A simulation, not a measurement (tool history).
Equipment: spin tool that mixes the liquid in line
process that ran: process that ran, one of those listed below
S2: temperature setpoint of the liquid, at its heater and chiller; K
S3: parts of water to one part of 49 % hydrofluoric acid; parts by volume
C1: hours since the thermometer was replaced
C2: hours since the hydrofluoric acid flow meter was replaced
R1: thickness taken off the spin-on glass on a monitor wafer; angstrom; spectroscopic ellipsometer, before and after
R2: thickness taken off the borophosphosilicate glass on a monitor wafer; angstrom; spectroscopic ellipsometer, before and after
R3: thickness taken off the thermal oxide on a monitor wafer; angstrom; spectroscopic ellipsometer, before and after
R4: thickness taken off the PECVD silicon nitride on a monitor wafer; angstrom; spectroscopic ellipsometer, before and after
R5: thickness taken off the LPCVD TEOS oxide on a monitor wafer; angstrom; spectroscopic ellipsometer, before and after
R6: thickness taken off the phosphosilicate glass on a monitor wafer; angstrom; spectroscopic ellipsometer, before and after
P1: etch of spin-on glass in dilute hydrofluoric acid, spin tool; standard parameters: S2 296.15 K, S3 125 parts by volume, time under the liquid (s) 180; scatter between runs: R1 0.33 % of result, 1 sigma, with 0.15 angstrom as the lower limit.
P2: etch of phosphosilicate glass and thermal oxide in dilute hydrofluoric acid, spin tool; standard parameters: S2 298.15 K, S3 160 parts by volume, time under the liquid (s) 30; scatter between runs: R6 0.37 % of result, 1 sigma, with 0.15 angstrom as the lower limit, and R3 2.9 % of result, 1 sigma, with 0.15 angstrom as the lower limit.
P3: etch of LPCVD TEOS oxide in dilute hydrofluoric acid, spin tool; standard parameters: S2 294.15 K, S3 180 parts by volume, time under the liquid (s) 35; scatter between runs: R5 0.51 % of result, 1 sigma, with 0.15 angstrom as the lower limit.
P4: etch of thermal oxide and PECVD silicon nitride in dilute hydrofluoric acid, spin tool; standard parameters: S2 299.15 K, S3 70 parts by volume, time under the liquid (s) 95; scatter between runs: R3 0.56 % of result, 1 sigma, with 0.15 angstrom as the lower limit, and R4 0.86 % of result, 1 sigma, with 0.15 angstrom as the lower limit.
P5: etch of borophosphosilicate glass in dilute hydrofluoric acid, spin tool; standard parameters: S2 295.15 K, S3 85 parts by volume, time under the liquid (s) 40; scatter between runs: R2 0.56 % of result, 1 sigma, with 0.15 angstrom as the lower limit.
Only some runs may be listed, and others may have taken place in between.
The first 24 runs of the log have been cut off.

{"run": 25, "hour": 213.7, "process that ran": "P3", "S2": 294.15, "S3": 60, "time under the liquid (s)": 35, "C1": 826.9, "C2": 1412.3, "R5": 154.81}
{"run": 26, "hour": 221.9, "process that ran": "P4", "S2": 299.15, "S3": 70, "time under the liquid (s)": 95, "C1": 835.1, "C2": 1420.5, "R3": 73.854, "R4": 26.866}
{"hour": 227.8, "done": "hydrofluoric acid flow meter replaced"}
{"run": 27, "hour": 232.7, "process that ran": "P1", "S2": 296.15, "S3": 125, "time under the liquid (s)": 180, "C1": 845.9, "C2": 4.9, "R1": 322.69}
{"run": 28, "hour": 243.7, "process that ran": "P1", "S2": 296.15, "S3": 185, "time under the liquid (s)": 35, "C1": 856.9, "C2": 15.9, "R1": 39.575}
{"run": 29, "hour": 251.8, "process that ran": "P1", "S2": 296.15, "S3": 80, "time under the liquid (s)": 180, "C1": 865.0, "C2": 24.0, "R1": 530.72}
{"run": 30, "hour": 259.0, "process that ran": "P5", "S2": 295.15, "S3": 20, "time under the liquid (s)": 40, "C1": 872.2, "C2": 31.2, "R2": 757.98}
{"run": 31, "hour": 266.3, "process that ran": "P3", "S2": 294.15, "S3": 180, "time under the liquid (s)": 35, "C1": 879.5, "C2": 38.5, "R5": 45.109}
{"run": 32, "hour": 275.0, "process that ran": "P1", "S2": 300.65, "S3": 125, "time under the liquid (s)": 180, "C1": 888.2, "C2": 47.2, "R1": 380.69}
{"run": 33, "hour": 280.8, "process that ran": "P1", "S2": 290.15, "S3": 125, "time under the liquid (s)": 180, "C1": 894.0, "C2": 53.0, "R1": 251.54}
{"run": 34, "hour": 288.3, "process that ran": "P1", "S2": 296.15, "S3": 125, "time under the liquid (s)": 180, "C1": 901.5, "C2": 60.5, "R1": 318.46}
{"run": 35, "hour": 293.8, "process that ran": "P1", "S2": 296.15, "S3": 125, "time under the liquid (s)": 180, "C1": 907.0, "C2": 66.0, "R1": 316.39}

Run 36 is up next; what results do you expect?
{"run": 36, "hour": 301.6, "process that ran": "P1", "S2": 296.15, "S3": 125, "time under the liquid (s)": 180, "C1": 914.8, "C2": 73.8, "R1": "?"}

R1: 311.990 angstrom
